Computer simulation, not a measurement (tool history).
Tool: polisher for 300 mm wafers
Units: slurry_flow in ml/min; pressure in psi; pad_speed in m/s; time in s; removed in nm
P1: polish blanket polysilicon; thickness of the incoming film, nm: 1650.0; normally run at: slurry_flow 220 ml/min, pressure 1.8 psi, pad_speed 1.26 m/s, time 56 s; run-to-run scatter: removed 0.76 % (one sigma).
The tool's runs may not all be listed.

| run | day | slurry_flow | pressure | pad_speed | time | wafers polished on this pad | hours since the slurry nozzle was cleaned | hours since the head pressure was calibrated | removed |
|---|---|---|---|---|---|---|---|---|---|
| 1 | 0.262 | 220 | 1.8 | 1.26 | 56 | 369 | 425.0 | 247.1 | 425.61 |
| 2 | 0.454 | 335 | 1.3 | 1.26 | 56 | 424 | 429.6 | 251.7 | 322.09 |
| 3 | 0.612 | 220 | 1.1 | 1.26 | 42 | 470 | 433.4 | 255.5 | 194.07 |
| 4 | 0.829 | 220 | 1.8 | 1.26 | 56 | 532 | 438.6 | 260.7 | 428.37 |
| 5 | 1.133 | 220 | 1.0 | 1.26 | 56 | 620 | 445.9 | 268.0 | 234.60 |
| 6 | 1.450 | 130 | 1.8 | 1.26 | 56 | 711 | 453.5 | 275.6 | 388.76 |
| 7 | 1.683 | 220 | 1.8 | 1.26 | 84 | 779 | 459.1 | 281.2 | 639.67 |
| 8 | 1.879 | 165 | 1.1 | 1.26 | 56 | 835 | 463.8 | 285.9 | 251.76 |
| 9 | 2.050 | 220 | 2.8 | 1.26 | 56 | 885 | 467.9 | 290.0 | 662.89 |
| 10 | 2.271 | 220 | 1.8 | 1.26 | 56 | 948 | 473.2 | 295.3 | 419.55 |
| 11 | 2.521 | 220 | 1.8 | 1.26 | 56 | 1021 | 479.2 | 301.3 | 424.72 |
| 12 | 2.671 | 220 | 1.8 | 1.26 | 56 | 1064 | 482.8 | 304.9 | 419.51 |
| 13 | 2.846 | 300 | 1.8 | 1.26 | 56 | 1114 | 487.0 | 309.1 | 438.05 |
| 14 | 3.067 | 220 | 1.8 | 1.26 | 56 | 1178 | 492.3 | 314.4 | 420.57 |
| 15 | 3.279 | 220 | 1.8 | 0.60 | 56 | 1240 | 497.4 | 319.5 | 200.66 |
| 16 | 3.433 | 220 | 1.8 | 1.26 | 28 | 1284 | 501.1 | 323.2 | 212.72 |
| 17 | 3.725 | 220 | 1.8 | 1.84 | 56 | 1368 | 508.1 | 330.2 | 616.65 |
| 18 | 3.992 | 220 | 1.8 | 1.26 | 56 | 1445 | 514.5 | 336.6 | 423.29 |
| 19 | 4.296 | 220 | 1.8 | 1.26 | 56 | 1533 | 521.8 | 343.9 | 413.98 |
| 20 | 4.608 | 220 | 1.8 | 1.26 | 56 | 1623 | 529.3 | 351.4 | 403.96 |
|  | 4.858 | head pressure recalibrated |
| 21 | 4.858 | 220 | 1.8 | 1.26 | 56 | 1695 | 535.3 | 0.0 | 402.59 |
| 22 | 5.129 | 220 | 1.8 | 1.26 | 56 | 1774 | 541.8 | 6.5 | 396.05 |
| 23 | 5.400 | 220 | 1.8 | 1.26 | 56 | 1852 | 548.3 | 13.0 | 406.34 |
| 24 | 5.688 | 220 | 1.8 | 1.26 | 56 | 1935 | 555.2 | 19.9 | 401.01 |
| 25 | 5.921 | 220 | 1.8 | 1.26 | 56 | 2002 | 560.8 | 25.5 | 397.09 |

What P1 gives has crept away from where it was. These 2 causes fit the log equally well, each at the size given:
A: removal rate lost through wear of the pad, % = 5.6
B: slurry flow missing at the pad, % = 32.8
The creep began at about day 3.992.
Why every other cause is out:
head's pressure below its setpoint, %: serviced at day 4.858, which brought nothing back

4 check runs are offered, each on 5 wafers whose results are averaged, their results left as question marks. Which one tells the causes apart?
| check 1 | 6.154 | 220 | 2.7 | 1.26 | 56 |  |  |  | ? |
| check 2 | 6.154 | 220 | 1.8 | 0.66 | 31 |  |  |  | ? |
| check 3 | 6.154 | 220 | 2.6 | 0.82 | 56 |  |  |  | ? |
| check 4 | 6.154 | 145 | 1.8 | 0.82 | 56 |  |  |  | ? |

What each check would give under each cause:
| check | result | if A | if B |
|---|---|---|---|
| check 1 | removed | 599.43 | 599.44 |
| check 2 | removed | 115.88 | 115.88 |
| check 3 | removed | 375.66 | 375.66 |
| check 4 | removed | 244.68 | 238.20 |
How far apart the two closest causes lie, in the result that separates them most: check 1 0 %; check 2 0 %; check 3 0 %; check 4 2.69 %
Only check 4 tells the causes apart: in the others they would give nearly the same result.

Check 4 was then run and gave: removed 245.31 nm. Which cause is it?

It is A: removal rate lost through wear of the pad, %.
